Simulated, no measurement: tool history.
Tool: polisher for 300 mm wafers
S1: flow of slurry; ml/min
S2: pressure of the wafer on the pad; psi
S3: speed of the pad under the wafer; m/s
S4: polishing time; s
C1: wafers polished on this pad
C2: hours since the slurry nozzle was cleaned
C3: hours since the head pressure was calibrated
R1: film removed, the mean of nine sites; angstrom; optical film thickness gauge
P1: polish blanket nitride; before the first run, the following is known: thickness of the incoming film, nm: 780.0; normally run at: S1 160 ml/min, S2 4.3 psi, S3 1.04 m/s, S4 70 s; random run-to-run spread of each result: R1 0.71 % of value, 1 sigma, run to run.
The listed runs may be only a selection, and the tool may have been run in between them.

| run | day | S1 | S2 | S3 | S4 | C1 | C2 | C3 | R1 |
|---|---|---|---|---|---|---|---|---|---|
| 1 | 0.175 | 160 | 4.3 | 1.04 | 70 | 837 | 191.1 | 295.1 | 1656.70 |
| 2 | 0.300 | 160 | 6.8 | 1.04 | 70 | 872 | 194.1 | 298.1 | 2649.90 |
|  | 0.350 | head pressure recalibrated |
| 3 | 0.525 | 120 | 2.0 | 1.04 | 70 | 936 | 199.5 | 4.3 | 742.36 |
| 4 | 0.638 | 160 | 4.3 | 0.46 | 70 | 967 | 202.2 | 7.0 | 876.35 |
| 5 | 0.779 | 160 | 4.3 | 1.04 | 70 | 1007 | 205.6 | 10.4 | 1694.90 |
| 6 | 1.021 | 160 | 4.3 | 1.58 | 70 | 1076 | 211.4 | 16.2 | 2317.50 |
| 7 | 1.162 | 160 | 4.3 | 1.04 | 70 | 1116 | 214.8 | 19.6 | 1663.50 |
| 8 | 1.296 | 245 | 4.3 | 1.04 | 70 | 1153 | 218.0 | 22.8 | 1762.40 |
| 9 | 1.471 | 160 | 4.3 | 1.04 | 36 | 1203 | 222.2 | 27.0 | 872.42 |
| 10 | 1.671 | 160 | 4.3 | 0.56 | 53 | 1259 | 227.0 | 31.8 | 774.99 |
| 11 | 1.800 | 160 | 3.1 | 1.04 | 70 | 1296 | 230.1 | 34.9 | 1210.60 |
| 12 | 1.921 | 160 | 2.2 | 1.04 | 99 | 1330 | 233.0 | 37.8 | 1200.20 |
| 13 | 2.125 | 160 | 4.3 | 1.04 | 109 | 1388 | 237.9 | 42.7 | 2609.30 |
| 14 | 2.267 | 160 | 4.3 | 1.04 | 70 | 1428 | 241.3 | 46.1 | 1684.20 |
| 15 | 2.479 | 160 | 4.3 | 1.04 | 70 | 1488 | 246.4 | 51.2 | 1674.10 |
| 16 | 2.738 | 95 | 4.3 | 1.04 | 70 | 1560 | 252.6 | 57.4 | 1492.00 |
| 17 | 2.996 | 160 | 4.3 | 1.04 | 70 | 1633 | 258.8 | 63.6 | 1688.80 |
| 18 | 3.221 | 160 | 4.3 | 1.04 | 70 | 1697 | 264.2 | 69.0 | 1600.60 |
| 19 | 3.362 | 160 | 4.3 | 1.04 | 70 | 1737 | 267.6 | 72.4 | 1583.20 |
| 20 | 3.479 | 160 | 4.3 | 1.04 | 70 | 1770 | 270.4 | 75.2 | 1565.60 |
| 21 | 3.617 | 160 | 4.3 | 1.04 | 70 | 1809 | 273.7 | 78.5 | 1525.90 |
|  | 3.717 | head pressure recalibrated |
| 22 | 3.800 | 160 | 4.3 | 1.04 | 70 | 1861 | 278.1 | 2.0 | 1535.60 |
| 23 | 3.925 | 160 | 4.3 | 1.04 | 70 | 1896 | 281.1 | 5.0 | 1539.90 |
| 24 | 4.108 | 160 | 4.3 | 1.04 | 70 | 1948 | 285.5 | 9.4 | 1522.50 |
| 25 | 4.338 | 160 | 4.3 | 1.04 | 70 | 2012 | 291.0 | 14.9 | 1534.70 |

Run 26, settings as shown, results not yet in. Your forecast:
| 26 | 4.454 | 160 | 4.3 | 1.04 | 70 | 2045 | 293.8 | 17.7 | ? |

Logged for run 26: R1 1528.00 angstrom.
